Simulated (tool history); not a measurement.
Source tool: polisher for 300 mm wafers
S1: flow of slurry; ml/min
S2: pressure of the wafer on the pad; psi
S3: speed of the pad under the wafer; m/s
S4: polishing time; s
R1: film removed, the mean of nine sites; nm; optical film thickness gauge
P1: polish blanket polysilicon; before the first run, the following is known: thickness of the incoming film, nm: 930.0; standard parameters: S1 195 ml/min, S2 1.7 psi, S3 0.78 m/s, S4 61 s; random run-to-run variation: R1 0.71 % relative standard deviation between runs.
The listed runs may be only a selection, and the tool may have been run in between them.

run,hour,S1,S2,S3,S4,R1
1,4.3,195,1.7,0.78,61,202.31
2,8.2,195,1.7,0.78,61,202.51
3,14.5,195,1.7,0.36,61,93.386
4,21.5,195,2.6,1.14,61,453.57
5,25.4,195,0.8,0.78,61,95.832
6,28.8,265,1.7,0.78,61,207.23
7,36,195,1.7,0.78,61,202.98
8,40.3,115,1.7,0.78,61,184.21
9,45.3,195,1.7,0.78,61,202.37
# hour 49.1: head pressure recalibrated
10,52.3,195,1.7,0.78,89,296.09
11,57.5,195,1.7,0.78,61,200.1
12,62.5,195,1.7,0.78,30,99.882
13,67.7,195,2.6,0.78,61,310.83
14,73.5,195,1.7,0.78,61,199.95
15,77.8,195,1.7,1.22,61,316.71
16,83.4,195,1.2,0.78,87,205.05
17,87.2,195,1.7,0.78,61,200.59
18,94.4,195,1.7,0.78,61,197.97
19,100.6,195,1.7,0.78,61,194.3
# hour 105.1: worn pad replaced by a new one
20,108.3,195,1.7,0.78,61,195.24
21,112.7,195,1.7,0.78,61,194.19
22,116.2,195,1.7,0.78,61,192.95
23,120.4,195,1.7,0.78,61,192.95
24,124.6,195,1.7,0.78,61,194.51

What P1 gives has crept off from where it sat before. The 2 causes that follow fit the log equally well, each at the size noted:
A: head's pressure below its setpoint, % = 4.82
B: slurry flow missing at the pad, % = 27.1
The onset of the drift is placed at about hour 87.2.
Other possible causes, and why each is ruled out:
removal rate lost through wear of the pad, %: work on it at hour 105.1, done after the drift set in, did not restore what the process gave before

Of the 4 check runs below, each run on 5 wafers with the results averaged and each result still a question mark, which one would tell the listed causes apart?
check 1,128.8,195,1.7,1.2,87,?
check 2,128.8,195,2.4,0.78,84,?
check 3,128.8,195,1,0.36,61,?
check 4,128.8,120,1.7,0.78,39,?

How each check would come out, cause by cause:
check,result,if A,if B
check 1,R1,422.7,422.69
check 2,R1,374.51,374.5
check 3,R1,52.301,52.3
check 4,R1,113.41,110.35
Per-check spread between the two closest causes, in the result where they differ most: check 1 0 %; check 2 0 %; check 3 0 %; check 4 2.74 %
The other checks would show nearly matching results whichever cause is true, so check 4 is the only one that separates the causes.

Check 4 has now been run. It gave: R1 109.95 nm. Which of the candidate causes is it?

It was cause B: slurry flow missing at the pad, %.
